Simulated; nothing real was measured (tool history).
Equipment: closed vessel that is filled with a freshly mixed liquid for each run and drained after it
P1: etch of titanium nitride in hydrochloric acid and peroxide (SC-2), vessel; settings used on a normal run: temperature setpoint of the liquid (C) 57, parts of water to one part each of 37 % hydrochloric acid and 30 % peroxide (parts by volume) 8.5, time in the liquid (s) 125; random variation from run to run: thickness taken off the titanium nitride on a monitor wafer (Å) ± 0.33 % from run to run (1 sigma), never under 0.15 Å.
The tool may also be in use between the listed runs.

run   hour  temperature setpoint of the liquid (C)  parts of water to one part each of 37 % hydrochloric acid and 30 % peroxide (parts by volume)  time in the liquid (s)  hours since the thermometer was replaced  hours since the chemicals flow meter was replaced  hours since the drum of peroxide was connected  thickness taken off the titanium nitride on a monitor wafer (Å)
  1   11.8                                      57                                                                                            8.5                     125                                    1218.1                                             1110.1                                           622.6                                                           97.071
  2   19.7                                      57                                                                                            8.5                     125                                    1226.0                                             1118.0                                           630.5                                                           97.667
  3   29.9                                      70                                                                                            8.5                     125                                    1236.2                                             1128.2                                           640.7                                                          217.580
  4   37.2                                      57                                                                                           13.5                     125                                    1243.5                                             1135.5                                           648.0                                                           66.351
      39.1  -- chemicals flow meter replaced
  5   43.0                                      57                                                                                            8.5                     200                                    1249.3                                                4.0                                           653.8                                                          155.840
  6   55.1                                      57                                                                                            8.5                      30                                    1261.4                                               16.1                                           665.9                                                           23.563
  7   65.3                                      57                                                                                            8.5                     125                                    1271.6                                               26.3                                           676.1                                                           97.878
      69.2  -- thermometer replaced
  8   76.1                                      69                                                                                            8.5                     210                                       6.9                                               37.1                                           686.9                                                          343.160
  9   82.1                                      57                                                                                            8.5                     125                                      12.9                                               43.1                                           692.9                                                           97.204
 10   93.8                                      57                                                                                            8.5                     125                                      24.6                                               54.8                                           704.6                                                           97.673
 11  102.1                                      57                                                                                            4.0                     125                                      32.9                                               63.1                                           712.9                                                          171.420
 12  107.9                                      57                                                                                            8.5                     125                                      38.7                                               68.9                                           718.7                                                           97.475
 13  116.4                                      41                                                                                            8.5                     125                                      47.2                                               77.4                                           727.2                                                           33.344
 14  122.1                                      57                                                                                            8.5                     125                                      52.9                                               83.1                                           732.9                                                           96.559
 15  134.4                                      57                                                                                            8.5                     125                                      65.2                                               95.4                                           745.2                                                          101.200
 16  146.2                                      57                                                                                            8.5                     125                                      77.0                                              107.2                                           757.0                                                          103.040
 17  156.6                                      57                                                                                            8.5                     125                                      87.4                                              117.6                                           767.4                                                          103.720
 18  162.3                                      57                                                                                            8.5                     125                                      93.1                                              123.3                                           773.1                                                          104.050
 19  172.6                                      57                                                                                            8.5                     125                                     103.4                                              133.6                                           783.4                                                          104.720
 20  183.9                                      57                                                                                            8.5                     125                                     114.7                                              144.9                                           794.7                                                          105.210
 21  195.2                                      57                                                                                            8.5                     125                                     126.0                                              156.2                                           806.0                                                          105.830

Compared with where it was, what P1 gives has crept away. Each cause listed below fits the log as well as the rest, at the size given for it:
A: chemicals flow above the setpoint (%) = 10.5
B: liquid hotter than its thermometer reads (K) = 1.26
The gradual shift began around hour 122.1.
All other causes, with the reason each is excluded:
peroxide weaker than its label (%): can reach only 8, and even then thickness taken off the titanium nitride on a monitor wafer (Å) would move by -7.3 %, too little or the wrong way

You are offered 4 check runs, listed below with question marks in place of their results; each one averages 2 wafers. Which run separates the listed causes by giving clearly different results for each?
check 1  206.5                                    50.5                                                                                            8.5                     125                                                                                                                                                                                                             ?
check 2  206.5                                    44.0                                                                                            8.5                      80                                                                                                                                                                                                             ?
check 3  206.5                                    64.0                                                                                            5.5                     125                                                                                                                                                                                                             ?
check 4  206.5                                    41.5                                                                                            4.0                     125                                                                                                                                                                                                             ?

How each check would come out, cause by cause:
  check                                                           result     if A     if B
check 1  thickness taken off the titanium nitride on a monitor wafer (Å)   68.990   69.221
check 2  thickness taken off the titanium nitride on a monitor wafer (Å)   28.411   28.604
check 3  thickness taken off the titanium nitride on a monitor wafer (Å)  226.800  227.840
check 4  thickness taken off the titanium nitride on a monitor wafer (Å)   64.302   65.786
Separation of the two closest causes in each check, using whichever result separates them best: check 1 0.34 %; check 2 0.68 %; check 3 0.46 %; check 4 2.28 %
Check 4 is the one run that separates the causes; every other check would come out nearly the same whichever cause is at work.

After running check 4, the following was obtained: thickness taken off the titanium nitride on a monitor wafer (Å) 64.024. Which cause does this point to?

The correct cause is A, namely: chemicals flow above the setpoint (%).
